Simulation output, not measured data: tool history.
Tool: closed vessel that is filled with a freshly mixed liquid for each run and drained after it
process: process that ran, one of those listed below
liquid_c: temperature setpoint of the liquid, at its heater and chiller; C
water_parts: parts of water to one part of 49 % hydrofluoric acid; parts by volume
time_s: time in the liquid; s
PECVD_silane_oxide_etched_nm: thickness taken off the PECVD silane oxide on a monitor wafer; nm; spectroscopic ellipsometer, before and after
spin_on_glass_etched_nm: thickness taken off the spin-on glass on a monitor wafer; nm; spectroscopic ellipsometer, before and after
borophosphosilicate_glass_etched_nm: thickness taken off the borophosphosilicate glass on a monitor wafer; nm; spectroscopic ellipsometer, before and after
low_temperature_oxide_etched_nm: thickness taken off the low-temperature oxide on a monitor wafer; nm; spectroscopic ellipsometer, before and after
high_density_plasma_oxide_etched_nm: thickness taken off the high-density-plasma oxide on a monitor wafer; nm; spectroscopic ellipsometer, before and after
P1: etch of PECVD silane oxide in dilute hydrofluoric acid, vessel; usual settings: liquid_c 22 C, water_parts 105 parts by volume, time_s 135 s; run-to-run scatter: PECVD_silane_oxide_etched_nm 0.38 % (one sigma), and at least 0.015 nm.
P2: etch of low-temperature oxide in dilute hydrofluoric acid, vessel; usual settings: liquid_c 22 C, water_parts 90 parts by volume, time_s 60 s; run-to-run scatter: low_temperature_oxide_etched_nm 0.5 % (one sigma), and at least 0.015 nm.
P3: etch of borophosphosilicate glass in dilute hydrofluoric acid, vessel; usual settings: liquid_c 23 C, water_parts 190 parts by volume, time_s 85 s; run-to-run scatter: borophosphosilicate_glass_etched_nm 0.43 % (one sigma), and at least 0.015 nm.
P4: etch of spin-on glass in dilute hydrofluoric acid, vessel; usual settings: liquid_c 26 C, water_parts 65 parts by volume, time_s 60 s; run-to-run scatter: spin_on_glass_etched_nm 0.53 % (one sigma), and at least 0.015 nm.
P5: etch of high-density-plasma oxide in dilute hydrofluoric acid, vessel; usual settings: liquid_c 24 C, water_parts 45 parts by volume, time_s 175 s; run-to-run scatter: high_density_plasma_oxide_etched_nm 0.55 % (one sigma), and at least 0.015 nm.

| run | hour | process | liquid_c | water_parts | time_s | PECVD_silane_oxide_etched_nm | spin_on_glass_etched_nm | borophosphosilicate_glass_etched_nm | low_temperature_oxide_etched_nm | high_density_plasma_oxide_etched_nm |
|---|---|---|---|---|---|---|---|---|---|---|
| 1 | 4.6 | P1 | 22 | 105 | 135 | 30.659 |  |  |  |  |
| 2 | 9 | P4 | 26 | 65 | 60 |  | 71.87 |  |  |  |
| 3 | 13.9 | P3 | 31 | 190 | 85 |  |  | 25.315 |  |  |
| 4 | 16.5 | P2 | 22 | 30 | 60 |  |  |  | 51.358 |  |
| 5 | 19 | P1 | 22 | 185 | 135 | 15.986 |  |  |  |  |
| 6 | 22.4 | P1 | 22 | 105 | 135 | 30.568 |  |  |  |  |
| 7 | 26.2 | P2 | 22 | 90 | 60 |  |  |  | 15.78 |  |
| 8 | 28.6 | P5 | 24 | 75 | 175 |  |  |  |  | 16.2 |
| 9 | 33.4 | P3 | 23 | 315 | 85 |  |  | 10.265 |  |  |
| 10 | 35.8 | P2 | 22 | 90 | 60 |  |  |  | 15.783 |  |
| 11 | 39.6 | P3 | 23 | 190 | 85 |  |  | 19.147 |  |  |
| 12 | 42.4 | P1 | 18 | 65 | 135 | 44.066 |  |  |  |  |
| 13 | 46.3 | P1 | 22 | 105 | 195 | 44.404 |  |  |  |  |
| 14 | 50.4 | P4 | 26 | 110 | 60 |  | 40.473 |  |  |  |
| 15 | 53.9 | P2 | 17 | 90 | 60 |  |  |  | 12.925 |  |
| 16 | 57.4 | P5 | 24 | 45 | 175 |  |  |  |  | 28.127 |
| 17 | 62 | P5 | 24 | 45 | 315 |  |  |  |  | 50.72 |
| 18 | 64.8 | P1 | 17 | 30 | 135 | 94.553 |  |  |  |  |
| 19 | 69.6 | P1 | 22 | 60 | 135 | 56.988 |  |  |  |  |
| 20 | 72.3 | P1 | 29.5 | 45 | 135 | 104.55 |  |  |  |  |

The next listed run, before its measurement:
| 21 | 76.4 | P4 | 32 | 65 | 60 |  | ? |  |  |  |

spin_on_glass_etched_nm: 91.449 nm
